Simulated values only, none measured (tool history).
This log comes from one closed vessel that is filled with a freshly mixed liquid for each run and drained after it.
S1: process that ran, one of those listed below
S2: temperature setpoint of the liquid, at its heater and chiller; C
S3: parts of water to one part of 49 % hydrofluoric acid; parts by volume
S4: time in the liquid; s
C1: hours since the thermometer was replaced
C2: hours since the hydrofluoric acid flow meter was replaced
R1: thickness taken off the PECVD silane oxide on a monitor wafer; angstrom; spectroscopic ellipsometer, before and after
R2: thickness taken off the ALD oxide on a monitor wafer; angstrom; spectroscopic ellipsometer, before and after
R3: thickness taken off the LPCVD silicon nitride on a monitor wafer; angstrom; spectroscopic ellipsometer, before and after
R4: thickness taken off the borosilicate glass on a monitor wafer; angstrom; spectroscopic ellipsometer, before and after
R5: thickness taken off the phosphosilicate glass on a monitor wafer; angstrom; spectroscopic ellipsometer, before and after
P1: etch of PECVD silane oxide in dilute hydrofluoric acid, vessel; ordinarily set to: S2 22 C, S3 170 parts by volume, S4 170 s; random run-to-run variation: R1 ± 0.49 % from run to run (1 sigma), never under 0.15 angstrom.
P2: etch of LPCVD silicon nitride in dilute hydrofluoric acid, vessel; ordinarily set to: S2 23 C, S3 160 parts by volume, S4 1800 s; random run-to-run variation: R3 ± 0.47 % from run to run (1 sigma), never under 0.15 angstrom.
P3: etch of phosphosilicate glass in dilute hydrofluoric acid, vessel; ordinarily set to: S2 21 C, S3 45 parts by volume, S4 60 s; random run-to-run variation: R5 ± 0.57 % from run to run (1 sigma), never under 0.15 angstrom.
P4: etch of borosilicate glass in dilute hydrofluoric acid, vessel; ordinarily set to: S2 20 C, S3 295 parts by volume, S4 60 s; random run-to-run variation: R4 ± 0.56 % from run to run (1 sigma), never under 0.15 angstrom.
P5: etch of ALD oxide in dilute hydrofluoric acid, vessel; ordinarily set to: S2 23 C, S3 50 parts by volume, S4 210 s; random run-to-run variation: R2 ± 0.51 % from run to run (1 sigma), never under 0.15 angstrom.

| run | hour | S1 | S2 | S3 | S4 | C1 | C2 | R1 | R2 | R3 | R4 | R5 |
|---|---|---|---|---|---|---|---|---|---|---|---|---|
| 1 | 7.6 | P1 | 22 | 170 | 170 | 867.2 | 293.2 | 432.15 |  |  |  |  |
| 2 | 15.9 | P1 | 22 | 265 | 40 | 875.5 | 301.5 | 59.01 |  |  |  |  |
| 3 | 24.4 | P1 | 22 | 170 | 170 | 884 | 310 | 429.81 |  |  |  |  |
| 4 | 33.9 | P1 | 22 | 235 | 170 | 893.5 | 319.5 | 295.52 |  |  |  |  |
| 5 | 41.7 | P5 | 23 | 50 | 210 | 901.3 | 327.3 |  | 471.52 |  |  |  |
| 6 | 50.1 | P1 | 22 | 170 | 170 | 909.7 | 335.7 | 432.16 |  |  |  |  |
| 7 | 59.1 | P2 | 23 | 160 | 1800 | 918.7 | 344.7 |  |  | 52.611 |  |  |
| 8 | 65.3 | P2 | 23 | 35 | 1800 | 924.9 | 350.9 |  |  | 232.9 |  |  |
| 9 | 71.9 | P4 | 17 | 295 | 60 | 931.5 | 357.5 |  |  |  | 44.221 |  |
| 10 | 79.8 | P3 | 21 | 25 | 60 | 939.4 | 365.4 |  |  |  |  | 1400.1 |
| 11 | 88.6 | P4 | 20 | 295 | 60 | 948.2 | 374.2 |  |  |  | 48.764 |  |
| 12 | 93.9 | P1 | 22 | 170 | 170 | 953.5 | 379.5 | 436.71 |  |  |  |  |
| 13 | 98.9 | P4 | 20 | 155 | 60 | 958.5 | 384.5 |  |  |  | 107.16 |  |
| 14 | 105.8 | P1 | 22 | 170 | 170 | 965.4 | 391.4 | 434.24 |  |  |  |  |
| 15 | 115.3 | P1 | 22 | 170 | 170 | 974.9 | 400.9 | 430.75 |  |  |  |  |
| 16 | 122 | P2 | 23 | 160 | 1800 | 981.6 | 407.6 |  |  | 52.174 |  |  |
| 17 | 131.2 | P4 | 20 | 295 | 115 | 990.8 | 416.8 |  |  |  | 93.442 |  |
| 18 | 140.5 | P2 | 17 | 160 | 1800 | 1000.1 | 426.1 |  |  | 35.227 |  |  |
| 19 | 145.6 | P3 | 21 | 45 | 60 | 1005.2 | 431.2 |  |  |  |  | 768.67 |
| 20 | 154.2 | P5 | 23 | 50 | 320 | 1013.8 | 439.8 |  | 721.65 |  |  |  |
| 21 | 160.9 | P1 | 27.5 | 170 | 170 | 1020.5 | 446.5 | 536.89 |  |  |  |  |
| 22 | 166.2 | P1 | 17 | 170 | 170 | 1025.8 | 451.8 | 354.46 |  |  |  |  |
| 23 | 170.6 | P5 | 17.5 | 50 | 210 | 1030.2 | 456.2 |  | 371.41 |  |  |  |
|  | 174.6 | thermometer replaced |
| 24 | 178.8 | P1 | 22 | 170 | 320 | 4.3 | 464.4 | 801.8 |  |  |  |  |
| 25 | 184.3 | P1 | 22 | 85 | 170 | 9.8 | 469.9 | 945.87 |  |  |  |  |
| 26 | 189.3 | P3 | 25.5 | 45 | 60 | 14.8 | 474.9 |  |  |  |  | 931.26 |
| 27 | 198.5 | P1 | 22 | 170 | 30 | 24 | 484.1 | 75.922 |  |  |  |  |
| 28 | 204.7 | P1 | 22 | 170 | 170 | 30.2 | 490.3 | 427.42 |  |  |  |  |
| 29 | 209.9 | P5 | 23 | 75 | 210 | 35.4 | 495.5 |  | 303.88 |  |  |  |
| 30 | 215.1 | P2 | 23 | 160 | 30 | 40.6 | 500.7 |  |  | 0.98339 |  |  |
| 31 | 222.3 | P1 | 22 | 245 | 265 | 47.8 | 507.9 | 432.86 |  |  |  |  |
| 32 | 228.7 | P3 | 21 | 45 | 30 | 54.2 | 514.3 |  |  |  |  | 387.12 |
| 33 | 236.2 | P1 | 22 | 170 | 170 | 61.7 | 521.8 | 432.98 |  |  |  |  |
| 34 | 245.1 | P1 | 22 | 170 | 170 | 70.6 | 530.7 | 444.19 |  |  |  |  |
| 35 | 252.1 | P1 | 22 | 170 | 170 | 77.6 | 537.7 | 448.43 |  |  |  |  |
| 36 | 258.2 | P1 | 22 | 170 | 170 | 83.7 | 543.8 | 455.9 |  |  |  |  |
| 37 | 262.4 | P1 | 22 | 170 | 170 | 87.9 | 548 | 455.75 |  |  |  |  |
| 38 | 270.7 | P1 | 22 | 170 | 170 | 96.2 | 556.3 | 456.58 |  |  |  |  |
| 39 | 276.1 | P1 | 22 | 170 | 170 | 101.6 | 561.7 | 459.19 |  |  |  |  |
| 40 | 282.7 | P1 | 22 | 170 | 170 | 108.2 | 568.3 | 457.9 |  |  |  |  |

Run 41, settings as shown, results not yet in. Your forecast:
| 41 | 290.6 | P1 | 22 | 170 | 170 | 116.1 | 576.2 | ? |  |  |  |  |

Run 41 measured R1 462.32 angstrom.
